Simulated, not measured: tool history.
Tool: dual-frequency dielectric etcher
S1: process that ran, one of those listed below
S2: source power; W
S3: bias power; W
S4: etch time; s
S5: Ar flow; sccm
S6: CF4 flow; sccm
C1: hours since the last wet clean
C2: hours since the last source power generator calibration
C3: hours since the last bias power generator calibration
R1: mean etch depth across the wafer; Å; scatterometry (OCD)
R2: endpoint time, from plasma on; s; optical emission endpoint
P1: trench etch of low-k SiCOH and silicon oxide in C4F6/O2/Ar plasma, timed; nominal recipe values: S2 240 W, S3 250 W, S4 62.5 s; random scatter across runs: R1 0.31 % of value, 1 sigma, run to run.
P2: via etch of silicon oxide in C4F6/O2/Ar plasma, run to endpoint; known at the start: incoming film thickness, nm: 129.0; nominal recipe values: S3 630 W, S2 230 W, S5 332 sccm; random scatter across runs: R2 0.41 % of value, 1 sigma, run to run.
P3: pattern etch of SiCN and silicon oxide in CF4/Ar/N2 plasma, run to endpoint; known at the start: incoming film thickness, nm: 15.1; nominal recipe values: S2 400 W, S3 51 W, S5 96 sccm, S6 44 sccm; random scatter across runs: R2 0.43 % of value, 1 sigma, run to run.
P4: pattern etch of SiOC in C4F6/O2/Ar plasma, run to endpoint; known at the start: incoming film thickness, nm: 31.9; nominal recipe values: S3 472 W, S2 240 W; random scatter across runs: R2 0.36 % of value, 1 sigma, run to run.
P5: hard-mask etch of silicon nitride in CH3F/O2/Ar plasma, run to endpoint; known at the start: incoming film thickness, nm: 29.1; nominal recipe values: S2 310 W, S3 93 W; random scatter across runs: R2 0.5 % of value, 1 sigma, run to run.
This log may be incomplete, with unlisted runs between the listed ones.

run   hour  S1   S2   S3    S4   S5  S6     C1      C2     C3      R1      R2
  1    3.7  P1  240  250  62.5           122.2  2772.1  717.7  1787.8
  2    6.1  P5  220   93                 124.6  2774.5  720.1          49.089
  3    8.6  P1  240  317    83           127.1    2777  722.6  2592.5
  4   12.4  P1  240  309  62.5           130.9  2780.8  726.4    1925
  5   16.1  P1  290  311  62.5           134.6  2784.5  730.1  2073.1
  6   18.5  P5  310   58                   137  2786.9  732.5          50.886
  7   22.6  P1  310  250  62.5           141.1    2791  736.6  1969.6
  8   26.9  P1  240  250    91           145.4  2795.3  740.9  2613.4
  9   31.5  P2  230  371        332        150  2799.9  745.5          39.909
 10   36.4  P1  240  250  62.5           154.9  2804.8  750.4  1786.1
 11   40.6  P2  230  630        332      159.1    2809  754.6          32.661
 12   44.1  P2  290  630        332      162.6  2812.5  758.1          29.996
 13     49  P4  140  472                 167.5  2817.4    763            15.4
 14   52.5  P4  240  472                   171  2820.9  766.5          12.643
 15   57.2  P5  310   93                 175.7  2825.6  771.2           43.03
 16   60.8  P3  550   51         96  44  179.3  2829.2  774.8          17.922
      61.8  -- bias power generator calibrated
 17   63.2  P3  400   30         96  44  181.7  2831.6    1.5           28.07
 18   66.4  P3  400   51         96  44  184.9  2834.8    4.7          23.743
 19   70.1  P1  240  250    47           188.6  2838.5    8.4  1350.3
 20   73.2  P3  400   51         66  44  191.7  2841.6   11.5          22.194
 21   76.6  P1  240  194    44           195.1    2845   14.9    1158
 22   80.3  P3  400   51         96  44  198.8  2848.7   18.6          23.716
 23     84  P2  230  630        200      202.5  2852.4   22.3          30.718
 24   88.2  P4  240  352                 206.7  2856.6   26.5          14.008
 25   90.7  P1  180  250  62.5           209.2  2859.1     29    1600
 26   93.9  P1  240  250  62.5           212.4  2862.3   32.2  1785.2
 27   97.6  P1  240  172  62.5           216.1    2866   35.9  1578.1
 28  101.5  P3  400   51         96  57    220  2869.9   39.8          22.654
 29  106.3  P5  310   93                 224.8  2874.7   44.6            43.3
 30  110.1  P1  240  250  62.5           228.6  2878.5   48.4  1785.9
 31  113.3  P2  230  630        332      231.8  2881.7   51.6          32.591
 32  116.7  P1  240  250  62.5           235.2  2885.1     55  1787.1
 33  120.6  P1  240  250  62.5           239.1    2889   58.9  1776.2
 34  125.3  P1  240  250  62.5           243.8  2893.7   63.6  1774.5
 35  129.4  P1  240  250  62.5           247.9  2897.8   67.7  1763.6
 36  133.4  P1  240  250  62.5           251.9  2901.8   71.7  1763.8
 37  138.3  P1  240  250  62.5           256.8  2906.7   76.6    1759
     138.7  -- wet clean of the chamber
 38  142.6  P1  240  250  62.5               4    2911   80.9  1759.7
 39  145.6  P1  240  250  62.5               7    2914   83.9  1759.8
 40  148.1  P1  240  250  62.5             9.5  2916.5   86.4  1753.5

Compared with where it was, what P1 gives has crept away. Each cause listed below fits the log as well as the rest, at the size given for it:
A: source power that arrives under what is set, % = 4.05
B: bias power that arrives under what is set, % = 4.4
Onset of the creep was near hour 116.7.
The rest of the possible causes, and what rules out each one:
chamber walls in a state that lowers the etch rate, %: work on it at hour 138.7, done after the drift set in, did not restore what the process gave before

Consider the 4 check runs below, whose results appear as question marks and each of which averages 2 wafers. Which one distinguishes the causes, in that each cause would give it a clearly different result?
check 1  150.6  P4  160  382                                ?
check 2  150.6  P5  230   63                                ?
check 3  150.6  P3  520   51       96  44                   ?
check 4  150.6  P2  230  630      228                       ?

How each check would come out, cause by cause:
  check  result    if A    if B
check 1      R2  16.111  16.138
check 2      R2  56.552  56.549
check 3      R2  19.546  19.126
check 4      R2   31.75  31.838
Separation of the two closest causes in each check, using whichever result separates them best: check 1 0.17 %; check 2 0.01 %; check 3 2.17 %; check 4 0.28 %
Check 3 tells the causes apart: in the others they would give nearly the same result.

With check 3 done, the readings were: R2 19.48 s. Identify which of the listed causes applies.

It was cause A: source power that arrives under what is set, %.

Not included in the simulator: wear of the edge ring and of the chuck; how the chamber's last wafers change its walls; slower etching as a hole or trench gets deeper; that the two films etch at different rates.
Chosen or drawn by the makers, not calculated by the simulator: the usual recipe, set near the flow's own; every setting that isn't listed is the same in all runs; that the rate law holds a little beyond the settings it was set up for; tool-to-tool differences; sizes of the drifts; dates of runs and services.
